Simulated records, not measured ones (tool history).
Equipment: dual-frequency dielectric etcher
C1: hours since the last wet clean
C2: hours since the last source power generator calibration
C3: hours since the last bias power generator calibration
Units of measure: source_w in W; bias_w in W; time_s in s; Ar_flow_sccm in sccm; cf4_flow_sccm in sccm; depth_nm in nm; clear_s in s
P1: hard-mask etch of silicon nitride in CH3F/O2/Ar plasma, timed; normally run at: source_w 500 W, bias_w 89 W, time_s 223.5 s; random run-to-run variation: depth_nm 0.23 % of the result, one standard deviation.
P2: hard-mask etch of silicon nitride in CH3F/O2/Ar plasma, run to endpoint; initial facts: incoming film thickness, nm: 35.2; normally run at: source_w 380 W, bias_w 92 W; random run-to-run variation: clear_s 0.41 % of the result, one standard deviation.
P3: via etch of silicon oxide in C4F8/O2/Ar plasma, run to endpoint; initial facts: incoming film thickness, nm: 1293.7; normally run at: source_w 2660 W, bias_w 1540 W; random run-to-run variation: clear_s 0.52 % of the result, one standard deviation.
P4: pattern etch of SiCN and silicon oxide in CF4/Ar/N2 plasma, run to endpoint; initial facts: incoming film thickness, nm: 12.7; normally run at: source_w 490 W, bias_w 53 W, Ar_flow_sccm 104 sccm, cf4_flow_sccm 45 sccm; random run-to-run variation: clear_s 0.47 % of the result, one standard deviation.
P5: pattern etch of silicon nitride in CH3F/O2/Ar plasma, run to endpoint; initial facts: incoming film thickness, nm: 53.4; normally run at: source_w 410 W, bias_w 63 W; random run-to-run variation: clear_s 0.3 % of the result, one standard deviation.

{"run": 1, "day": 0.154, "process": "P1", "source_w": 500, "bias_w": 89, "time_s": 223.5, "C1": 52.9, "C2": 1124.1, "C3": 2808.7, "depth_nm": 180.99}
{"run": 2, "day": 0.333, "process": "P1", "source_w": 500, "bias_w": 89, "time_s": 173.5, "C1": 57.2, "C2": 1128.4, "C3": 2813, "depth_nm": 141.23}
{"run": 3, "day": 0.546, "process": "P1", "source_w": 500, "bias_w": 89, "time_s": 223.5, "C1": 62.3, "C2": 1133.5, "C3": 2818.1, "depth_nm": 181.7}
{"run": 4, "day": 0.862, "process": "P1", "source_w": 500, "bias_w": 89, "time_s": 223.5, "C1": 69.9, "C2": 1141.1, "C3": 2825.7, "depth_nm": 181.3}
{"run": 5, "day": 1.204, "process": "P1", "source_w": 680, "bias_w": 89, "time_s": 285, "C1": 78.1, "C2": 1149.3, "C3": 2833.9, "depth_nm": 258.22}
{"run": 6, "day": 1.533, "process": "P4", "source_w": 490, "bias_w": 53, "Ar_flow_sccm": 104, "cf4_flow_sccm": 36, "C1": 86, "C2": 1157.2, "C3": 2841.8, "clear_s": 17.089}
{"run": 7, "day": 1.808, "process": "P2", "source_w": 380, "bias_w": 62, "C1": 92.6, "C2": 1163.8, "C3": 2848.4, "clear_s": 55.3}
{"run": 8, "day": 2.025, "process": "P1", "source_w": 630, "bias_w": 89, "time_s": 223.5, "C1": 97.8, "C2": 1169, "C3": 2853.6, "depth_nm": 198.08}
{"run": 9, "day": 2.325, "process": "P3", "source_w": 2660, "bias_w": 1540, "C1": 105, "C2": 1176.2, "C3": 2860.8, "clear_s": 241.27}
{"run": 10, "day": 2.525, "process": "P1", "source_w": 500, "bias_w": 89, "time_s": 223.5, "C1": 109.8, "C2": 1181, "C3": 2865.6, "depth_nm": 181.52}
{"run": 11, "day": 2.821, "process": "P4", "source_w": 320, "bias_w": 53, "Ar_flow_sccm": 104, "cf4_flow_sccm": 45, "C1": 116.9, "C2": 1188.1, "C3": 2872.7, "clear_s": 23.756}
{"run": 12, "day": 2.979, "process": "P2", "source_w": 500, "bias_w": 92, "C1": 120.7, "C2": 1191.9, "C3": 2876.5, "clear_s": 43.83}
{"run": 13, "day": 3.2, "process": "P5", "source_w": 410, "bias_w": 63, "C1": 126, "C2": 1197.2, "C3": 2881.8, "clear_s": 81.017}
{"run": 14, "day": 3.517, "process": "P1", "source_w": 500, "bias_w": 89, "time_s": 223.5, "C1": 133.6, "C2": 1204.8, "C3": 2889.4, "depth_nm": 181.01}
{"run": 15, "day": 3.867, "process": "P1", "source_w": 500, "bias_w": 73, "time_s": 223.5, "C1": 142, "C2": 1213.2, "C3": 2897.8, "depth_nm": 169.6}
{"run": 16, "day": 4.183, "process": "P4", "source_w": 490, "bias_w": 39, "Ar_flow_sccm": 104, "cf4_flow_sccm": 45, "C1": 149.6, "C2": 1220.8, "C3": 2905.4, "clear_s": 17.994}
{"run": 17, "day": 4.533, "process": "P3", "source_w": 2660, "bias_w": 1822, "C1": 158, "C2": 1229.2, "C3": 2913.8, "clear_s": 227.28}
{"run": 18, "day": 4.833, "process": "P3", "source_w": 1700, "bias_w": 1540, "C1": 165.2, "C2": 1236.4, "C3": 2921, "clear_s": 288.25}
{"run": 19, "day": 5.05, "process": "P2", "source_w": 380, "bias_w": 92, "C1": 170.4, "C2": 1241.6, "C3": 2926.2, "clear_s": 48.398}
{"run": 20, "day": 5.225, "process": "P4", "source_w": 490, "bias_w": 53, "Ar_flow_sccm": 139, "cf4_flow_sccm": 45, "C1": 174.6, "C2": 1245.8, "C3": 2930.4, "clear_s": 17.357}
{"run": 21, "day": 5.483, "process": "P4", "source_w": 490, "bias_w": 53, "Ar_flow_sccm": 104, "cf4_flow_sccm": 45, "C1": 180.8, "C2": 1252, "C3": 2936.6, "clear_s": 16.295}
{"run": 22, "day": 5.683, "process": "P1", "source_w": 390, "bias_w": 111, "time_s": 223.5, "C1": 185.6, "C2": 1256.8, "C3": 2941.4, "depth_nm": 179.04}
{"run": 23, "day": 6.021, "process": "P1", "source_w": 500, "bias_w": 105, "time_s": 289.5, "C1": 193.7, "C2": 1264.9, "C3": 2949.5, "depth_nm": 249.16}
{"run": 24, "day": 6.238, "process": "P1", "source_w": 500, "bias_w": 89, "time_s": 286, "C1": 198.9, "C2": 1270.1, "C3": 2954.7, "depth_nm": 232.12}
{"run": 25, "day": 6.446, "process": "P1", "source_w": 310, "bias_w": 89, "time_s": 223.5, "C1": 203.9, "C2": 1275.1, "C3": 2959.7, "depth_nm": 151.3}
{"run": 26, "day": 6.8, "process": "P1", "source_w": 500, "bias_w": 89, "time_s": 223.5, "C1": 212.4, "C2": 1283.6, "C3": 2968.2, "depth_nm": 180.45}
{"run": 27, "day": 7.138, "process": "P2", "source_w": 380, "bias_w": 92, "C1": 220.5, "C2": 1291.7, "C3": 2976.3, "clear_s": 48.407}
{"run": 28, "day": 7.367, "process": "P1", "source_w": 500, "bias_w": 120, "time_s": 223.5, "C1": 226, "C2": 1297.2, "C3": 2981.8, "depth_nm": 201.13}
{"run": 29, "day": 7.592, "process": "P5", "source_w": 520, "bias_w": 63, "C1": 231.4, "C2": 1302.6, "C3": 2987.2, "clear_s": 74.117}

Run 30 comes next. What will it give?
{"run": 30, "day": 7.783, "process": "P3", "source_w": 2660, "bias_w": 1540, "C1": 236, "C2": 1307.2, "C3": 2991.8, "clear_s": "?"}

{"run 30": {"clear_s": 240.3}}
